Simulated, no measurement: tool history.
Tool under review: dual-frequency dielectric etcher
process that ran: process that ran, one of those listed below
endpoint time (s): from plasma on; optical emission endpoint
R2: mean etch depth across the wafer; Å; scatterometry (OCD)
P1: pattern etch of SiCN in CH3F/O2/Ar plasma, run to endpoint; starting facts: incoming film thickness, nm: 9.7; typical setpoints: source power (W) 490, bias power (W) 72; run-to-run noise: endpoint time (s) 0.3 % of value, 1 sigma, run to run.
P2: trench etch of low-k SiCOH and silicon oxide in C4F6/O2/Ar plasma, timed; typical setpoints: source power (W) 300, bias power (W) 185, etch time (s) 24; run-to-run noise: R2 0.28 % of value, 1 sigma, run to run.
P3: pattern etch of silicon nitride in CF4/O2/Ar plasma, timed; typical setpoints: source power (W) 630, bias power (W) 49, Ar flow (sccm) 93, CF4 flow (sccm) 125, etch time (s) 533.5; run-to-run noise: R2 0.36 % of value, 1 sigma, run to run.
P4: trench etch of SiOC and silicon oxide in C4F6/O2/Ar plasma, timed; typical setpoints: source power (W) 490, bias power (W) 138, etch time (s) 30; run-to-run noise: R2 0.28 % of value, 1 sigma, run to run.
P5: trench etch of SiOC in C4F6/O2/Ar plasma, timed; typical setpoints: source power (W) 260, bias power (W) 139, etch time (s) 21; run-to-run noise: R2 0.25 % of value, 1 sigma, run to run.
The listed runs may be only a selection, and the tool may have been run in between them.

run 1 hour=10.2 | process_that_ran=P1 source_power_(W)=490 bias_power_(W)=72 | endpoint_time_(s)=23.782
run 2 hour=23.1 | process_that_ran=P3 source_power_(W)=630 bias_power_(W)=59 Ar_flow_(sccm)=93 CF4_flow_(sccm)=125 etch_time_(s)=533.5 | R2=13196
run 3 hour=31.6 | process_that_ran=P4 source_power_(W)=490 bias_power_(W)=92 etch_time_(s)=30 | R2=518.28
run 4 hour=47.4 | process_that_ran=P1 source_power_(W)=490 bias_power_(W)=72 | endpoint_time_(s)=23.789
run 5 hour=55.7 | process_that_ran=P1 source_power_(W)=490 bias_power_(W)=72 | endpoint_time_(s)=23.795
run 6 hour=65.7 | process_that_ran=P4 source_power_(W)=490 bias_power_(W)=138 etch_time_(s)=44 | R2=850.99
run 7 hour=78.2 | process_that_ran=P2 source_power_(W)=300 bias_power_(W)=185 etch_time_(s)=24 | R2=644.24
run 8 hour=87.5 | process_that_ran=P3 source_power_(W)=630 bias_power_(W)=49 Ar_flow_(sccm)=93 CF4_flow_(sccm)=125 etch_time_(s)=533.5 | R2=12360
run 9 hour=103.4 | process_that_ran=P1 source_power_(W)=490 bias_power_(W)=98 | endpoint_time_(s)=21.154
run 10 hour=116.4 | process_that_ran=P1 source_power_(W)=670 bias_power_(W)=94 | endpoint_time_(s)=19.207
run 11 hour=124.3 | process_that_ran=P1 source_power_(W)=490 bias_power_(W)=72 | endpoint_time_(s)=23.805
run 12 hour=131.4 | process_that_ran=P5 source_power_(W)=260 bias_power_(W)=139 etch_time_(s)=11.5 | R2=181.27
run 13 hour=143.5 | process_that_ran=P3 source_power_(W)=630 bias_power_(W)=49 Ar_flow_(sccm)=93 CF4_flow_(sccm)=125 etch_time_(s)=390.5 | R2=9044.9
run 14 hour=152.4 | process_that_ran=P1 source_power_(W)=490 bias_power_(W)=72 | endpoint_time_(s)=23.822
run 15 hour=167.3 | process_that_ran=P5 source_power_(W)=260 bias_power_(W)=139 etch_time_(s)=21 | R2=331.76
run 16 hour=180.2 | process_that_ran=P3 source_power_(W)=510 bias_power_(W)=49 Ar_flow_(sccm)=93 CF4_flow_(sccm)=125 etch_time_(s)=533.5 | R2=10309
run 17 hour=190.8 | process_that_ran=P3 source_power_(W)=630 bias_power_(W)=49 Ar_flow_(sccm)=60 CF4_flow_(sccm)=125 etch_time_(s)=533.5 | R2=12928
run 18 hour=199 | process_that_ran=P5 source_power_(W)=260 bias_power_(W)=101 etch_time_(s)=21 | R2=300.93
run 19 hour=208.1 | process_that_ran=P5 source_power_(W)=260 bias_power_(W)=139 etch_time_(s)=21 | R2=331.81
run 20 hour=218 | process_that_ran=P3 source_power_(W)=630 bias_power_(W)=49 Ar_flow_(sccm)=93 CF4_flow_(sccm)=125 etch_time_(s)=533.5 | R2=12390
run 21 hour=229.9 | process_that_ran=P4 source_power_(W)=490 bias_power_(W)=138 etch_time_(s)=30 | R2=582.29
run 22 hour=243.4 | process_that_ran=P4 source_power_(W)=340 bias_power_(W)=138 etch_time_(s)=30 | R2=503.12
run 23 hour=259.6 | process_that_ran=P2 source_power_(W)=170 bias_power_(W)=185 etch_time_(s)=24 | R2=517.6
run 24 hour=275.7 | process_that_ran=P3 source_power_(W)=630 bias_power_(W)=49 Ar_flow_(sccm)=93 CF4_flow_(sccm)=152 etch_time_(s)=533.5 | R2=12591
run 25 hour=288.5 | process_that_ran=P5 source_power_(W)=310 bias_power_(W)=139 etch_time_(s)=21 | R2=356.01
run 26 hour=304.2 | process_that_ran=P2 source_power_(W)=300 bias_power_(W)=218 etch_time_(s)=24 | R2=675.49
run 27 hour=313.4 | process_that_ran=P1 source_power_(W)=630 bias_power_(W)=72 | endpoint_time_(s)=21.662
run 28 hour=328.5 | process_that_ran=P1 source_power_(W)=320 bias_power_(W)=72 | endpoint_time_(s)=28.021
run 29 hour=342.8 | process_that_ran=P1 source_power_(W)=490 bias_power_(W)=72 | endpoint_time_(s)=23.765
run 30 hour=356.2 | process_that_ran=P2 source_power_(W)=300 bias_power_(W)=185 etch_time_(s)=24 | R2=640.65
run 31 hour=371.5 | process_that_ran=P2 source_power_(W)=300 bias_power_(W)=185 etch_time_(s)=15 | R2=400.68
run 32 hour=385 | process_that_ran=P1 source_power_(W)=490 bias_power_(W)=49 | endpoint_time_(s)=26.962
run 33 hour=394.3 | process_that_ran=P1 source_power_(W)=490 bias_power_(W)=72 | endpoint_time_(s)=23.747
run 34 hour=402.4 | process_that_ran=P1 source_power_(W)=490 bias_power_(W)=72 | endpoint_time_(s)=23.636
run 35 hour=417.8 | process_that_ran=P1 source_power_(W)=490 bias_power_(W)=72 | endpoint_time_(s)=23.653
run 36 hour=430.1 | process_that_ran=P1 source_power_(W)=490 bias_power_(W)=72 | endpoint_time_(s)=23.378
run 37 hour=438 | process_that_ran=P1 source_power_(W)=490 bias_power_(W)=72 | endpoint_time_(s)=23.498
run 38 hour=447.7 | process_that_ran=P1 source_power_(W)=490 bias_power_(W)=72 | endpoint_time_(s)=23.503
run 39 hour=458.7 | process_that_ran=P1 source_power_(W)=490 bias_power_(W)=72 | endpoint_time_(s)=23.344
-- hour=460.9 wet clean of the chamber
run 40 hour=468.5 | process_that_ran=P1 source_power_(W)=490 bias_power_(W)=72 | endpoint_time_(s)=23.241
run 41 hour=481.8 | process_that_ran=P1 source_power_(W)=490 bias_power_(W)=72 | endpoint_time_(s)=23.443
run 42 hour=493.6 | process_that_ran=P1 source_power_(W)=490 bias_power_(W)=72 | endpoint_time_(s)=23.471

P1 has crept away from where it was. The log is fitted equally well by each of these 2 causes, at the sizes shown:
A: source power that arrives over what is set, % = 4.35
B: bias power that arrives over what is set, % = 4.71
At approximately hour 394.3, the process output began to creep.
Ruled out, with reasons:
chamber walls in a state that raises the etch rate, %: serviced after onset, at hour 460.9, with no recovery of the prior output

The list below offers 4 check runs, each averaging the results of 2 wafers, and shows each result as a question mark. For which of them would the listed causes give clearly different results?
run check 1 hour=505.4 | process_that_ran=P4 source_power_(W)=490 bias_power_(W)=138 etch_time_(s)=30 | R2=?
run check 2 hour=505.4 | process_that_ran=P3 source_power_(W)=630 bias_power_(W)=49 Ar_flow_(sccm)=93 CF4_flow_(sccm)=125 etch_time_(s)=533.5 | R2=?
run check 3 hour=505.4 | process_that_ran=P5 source_power_(W)=260 bias_power_(W)=139 etch_time_(s)=21 | R2=?
run check 4 hour=505.4 | process_that_ran=P2 source_power_(W)=300 bias_power_(W)=185 etch_time_(s)=24 | R2=?

Predicted outcomes, by check and by cause:
check=check_1 result=R2 if_A=591.66 if_B=589.66
check=check_2 result=R2 if_A=12853 if_B=12585
check=check_3 result=R2 if_A=337.4 if_B=336.59
check=check_4 result=R2 if_A=651.99 if_B=651.04
Per-check spread between the two closest causes, in the result where they differ most: check 1 0.34 %; check 2 2.11 %; check 3 0.24 %; check 4 0.15 %
Check 2 is the one run that separates the causes; every other check would come out nearly the same whichever cause is at work.

Then check 2 was run and gave: R2 12607 Å. Which cause is it?

The correct cause is B, namely: bias power that arrives over what is set, %.
